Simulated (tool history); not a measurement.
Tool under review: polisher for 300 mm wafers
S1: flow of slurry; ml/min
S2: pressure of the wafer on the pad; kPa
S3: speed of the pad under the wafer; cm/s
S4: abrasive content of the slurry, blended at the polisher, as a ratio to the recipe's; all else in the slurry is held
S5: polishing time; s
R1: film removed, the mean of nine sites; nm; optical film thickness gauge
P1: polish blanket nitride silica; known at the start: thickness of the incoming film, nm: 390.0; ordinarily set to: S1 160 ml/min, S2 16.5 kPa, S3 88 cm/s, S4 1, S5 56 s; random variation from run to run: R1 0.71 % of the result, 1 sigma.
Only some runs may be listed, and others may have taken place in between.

run 1 hour=7.6 | S1=160 S2=16.5 S3=88 S4=1 S5=56 | R1=25.281
run 2 hour=17.1 | S1=160 S2=16.5 S3=88 S4=1 S5=78 | R1=35.131
run 3 hour=29.2 | S1=160 S2=16.5 S3=88 S4=1 S5=56 | R1=25.225
run 4 hour=38.6 | S1=160 S2=16.5 S3=88 S4=0.55 S5=56 | R1=18.695
run 5 hour=49.2 | S1=160 S2=16.5 S3=88 S4=1 S5=56 | R1=25.52
run 6 hour=56 | S1=160 S2=16.5 S3=118 S4=1 S5=56 | R1=31.919
run 7 hour=62.5 | S1=95 S2=16.5 S3=88 S4=1 S5=56 | R1=22.544
run 8 hour=74.1 | S1=160 S2=16.5 S3=88 S4=1 S5=56 | R1=25.446
run 9 hour=80.9 | S1=160 S2=16.5 S3=40 S4=1 S5=56 | R1=13.492
run 10 hour=92 | S1=160 S2=16.5 S3=88 S4=1.5 S5=56 | R1=29.457
run 11 hour=104.8 | S1=160 S2=16.5 S3=88 S4=1 S5=56 | R1=25.201
run 12 hour=116.6 | S1=160 S2=16.5 S3=88 S4=1 S5=34 | R1=15.418
run 13 hour=128.2 | S1=115 S2=16.5 S3=116 S4=1 S5=56 | R1=29.815
run 14 hour=140 | S1=160 S2=25.5 S3=88 S4=1 S5=56 | R1=39.182
run 15 hour=146.4 | S1=250 S2=16.5 S3=88 S4=1 S5=56 | R1=26.734
run 16 hour=158.5 | S1=160 S2=12.4 S3=88 S4=1 S5=56 | R1=18.969
run 17 hour=169.1 | S1=160 S2=16.5 S3=88 S4=1 S5=56 | R1=25.244
run 18 hour=178.2 | S1=115 S2=10.3 S3=88 S4=1 S5=56 | R1=14.796
run 19 hour=185.3 | S1=160 S2=16.5 S3=88 S4=1 S5=56 | R1=25.122
run 20 hour=195.3 | S1=160 S2=16.5 S3=88 S4=1 S5=56 | R1=25.534
run 21 hour=201.2 | S1=160 S2=16.5 S3=88 S4=1 S5=56 | R1=24.548
run 22 hour=208.1 | S1=160 S2=16.5 S3=88 S4=1 S5=56 | R1=24.087
run 23 hour=219.7 | S1=160 S2=16.5 S3=88 S4=1 S5=56 | R1=23.614
run 24 hour=225.5 | S1=160 S2=16.5 S3=88 S4=1 S5=56 | R1=23.366
-- hour=227.1 slurry blender recalibrated
-- hour=230.5 head pressure recalibrated
run 25 hour=232.2 | S1=160 S2=16.5 S3=88 S4=1 S5=56 | R1=23.342
-- hour=233 conditioning disc replaced and pad reconditioned
run 26 hour=238.6 | S1=160 S2=16.5 S3=88 S4=1 S5=56 | R1=23.109
run 27 hour=245.6 | S1=160 S2=16.5 S3=88 S4=1 S5=56 | R1=23.138
run 28 hour=252.9 | S1=160 S2=16.5 S3=88 S4=1 S5=56 | R1=23.265
run 29 hour=265.6 | S1=160 S2=16.5 S3=88 S4=1 S5=56 | R1=23.189

The output of P1 has drifted from where it used to be. Each of the 2 causes below, taken at the size shown beside it, accounts for the log equally well:
A: removal rate lost through wear of the pad, % = 8.75
B: slurry flow missing at the pad, % = 36.6
Onset of the creep was near hour 195.3.
Why every other cause is out:
head's pressure below its setpoint, %: maintenance at hour 230.5, after the shift began, did not return the process to its former output
abrasive missing from the slurry, %: maintenance at hour 227.1, after the shift began, did not return the process to its former output
time polished since the conditioner stopped cutting, s: maintenance at hour 233, after the shift began, did not return the process to its former output

Each of the check runs listed below is run on 3 wafers and reports their average, with the results left as question marks. Pick the one under which the possible causes would lead to clearly different results.
run check 1 hour=278.3 | S1=160 S2=16.5 S3=88 S4=1.4 S5=56 | R1=?
run check 2 hour=278.3 | S1=160 S2=13.1 S3=88 S4=0.8 S5=56 | R1=?
run check 3 hour=278.3 | S1=245 S2=16.5 S3=88 S4=1 S5=56 | R1=?
run check 4 hour=278.3 | S1=160 S2=16.5 S3=42 S4=1.45 S5=56 | R1=?

How each check would come out, cause by cause:
check=check_1 result=R1 if_A=26.584 if_B=26.583
check=check_2 result=R1 if_A=16.444 if_B=16.443
check=check_3 result=R1 if_A=24.487 if_B=25.226
check=check_4 result=R1 if_A=14.902 if_B=14.902
Per-check spread between the two closest causes, in the result where they differ most: check 1 0 %; check 2 0 %; check 3 2.98 %; check 4 0 %
Check 3 is the one run that separates the causes; every other check would come out nearly the same whichever cause is at work.

Then check 3 was run and gave: R1 24.551 nm. Which cause is it?

It was cause A: removal rate lost through wear of the pad, %.
